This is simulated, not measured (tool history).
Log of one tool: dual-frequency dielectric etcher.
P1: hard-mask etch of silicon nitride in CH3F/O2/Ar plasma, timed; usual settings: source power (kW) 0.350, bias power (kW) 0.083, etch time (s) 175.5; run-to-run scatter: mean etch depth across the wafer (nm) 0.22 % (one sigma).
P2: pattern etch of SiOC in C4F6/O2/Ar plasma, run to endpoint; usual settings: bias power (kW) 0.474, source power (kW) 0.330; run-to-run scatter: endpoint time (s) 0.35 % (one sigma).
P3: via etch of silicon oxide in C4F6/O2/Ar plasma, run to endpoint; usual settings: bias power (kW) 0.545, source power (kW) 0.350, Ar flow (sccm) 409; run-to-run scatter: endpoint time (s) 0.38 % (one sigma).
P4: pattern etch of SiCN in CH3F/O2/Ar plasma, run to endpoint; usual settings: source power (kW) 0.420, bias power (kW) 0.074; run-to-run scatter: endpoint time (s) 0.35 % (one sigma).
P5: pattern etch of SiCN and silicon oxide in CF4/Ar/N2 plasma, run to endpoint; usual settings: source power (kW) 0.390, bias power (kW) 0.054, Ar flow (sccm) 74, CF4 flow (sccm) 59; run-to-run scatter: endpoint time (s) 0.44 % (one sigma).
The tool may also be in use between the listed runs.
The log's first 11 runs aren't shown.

| run | hour | process that ran | source power (kW) | bias power (kW) | etch time (s) | Ar flow (sccm) | CF4 flow (sccm) | hours since the last wet clean | hours since the last source power generator calibration | hours since the last bias power generator calibration | mean etch depth across the wafer (nm) | endpoint time (s) |
|---|---|---|---|---|---|---|---|---|---|---|---|---|
| 12 | 47.3 | P2 | 0.330 | 0.618 |  |  |  | 300.0 | 2378.9 | 1670.1 |  | 9.3443 |
| 13 | 51.6 | P5 | 0.500 | 0.054 |  | 74 | 59 | 304.3 | 2383.2 | 1674.4 |  | 12.1660 |
| 14 | 54.5 | P4 | 0.420 | 0.074 |  |  |  | 307.2 | 2386.1 | 1677.3 |  | 20.9460 |
| 15 | 58.5 | P3 | 0.350 | 0.405 |  | 409 |  | 311.2 | 2390.1 | 1681.3 |  | 37.1910 |
| 16 | 61.5 | P1 | 0.350 | 0.083 | 175.5 |  |  | 314.2 | 2393.1 | 1684.3 | 122.940 |  |
| 17 | 63.6 | P2 | 0.330 | 0.474 |  |  |  | 316.3 | 2395.2 | 1686.4 |  | 10.3430 |
| 18 | 67.0 | P3 | 0.280 | 0.545 |  | 409 |  | 319.7 | 2398.6 | 1689.8 |  | 36.0750 |
| 19 | 70.1 | P1 | 0.350 | 0.083 | 175.5 |  |  | 322.8 | 2401.7 | 1692.9 | 123.040 |  |
| 20 | 74.0 | P3 | 0.350 | 0.545 |  | 409 |  | 326.7 | 2405.6 | 1696.8 |  | 33.4160 |
| 21 | 77.3 | P1 | 0.210 | 0.083 | 175.5 |  |  | 330.0 | 2408.9 | 1700.1 | 101.490 |  |
| 22 | 80.9 | P1 | 0.460 | 0.083 | 175.5 |  |  | 333.6 | 2412.5 | 1703.7 | 136.720 |  |
| 23 | 83.8 | P1 | 0.350 | 0.112 | 175.5 |  |  | 336.5 | 2415.4 | 1706.6 | 136.990 |  |

Forecast run 24:
| 24 | 86.3 | P3 | 0.350 | 0.545 |  | 263 |  | 339.0 | 2417.9 | 1709.1 |  | ? |

{"run 24": {"endpoint time (s)": 31.909}}

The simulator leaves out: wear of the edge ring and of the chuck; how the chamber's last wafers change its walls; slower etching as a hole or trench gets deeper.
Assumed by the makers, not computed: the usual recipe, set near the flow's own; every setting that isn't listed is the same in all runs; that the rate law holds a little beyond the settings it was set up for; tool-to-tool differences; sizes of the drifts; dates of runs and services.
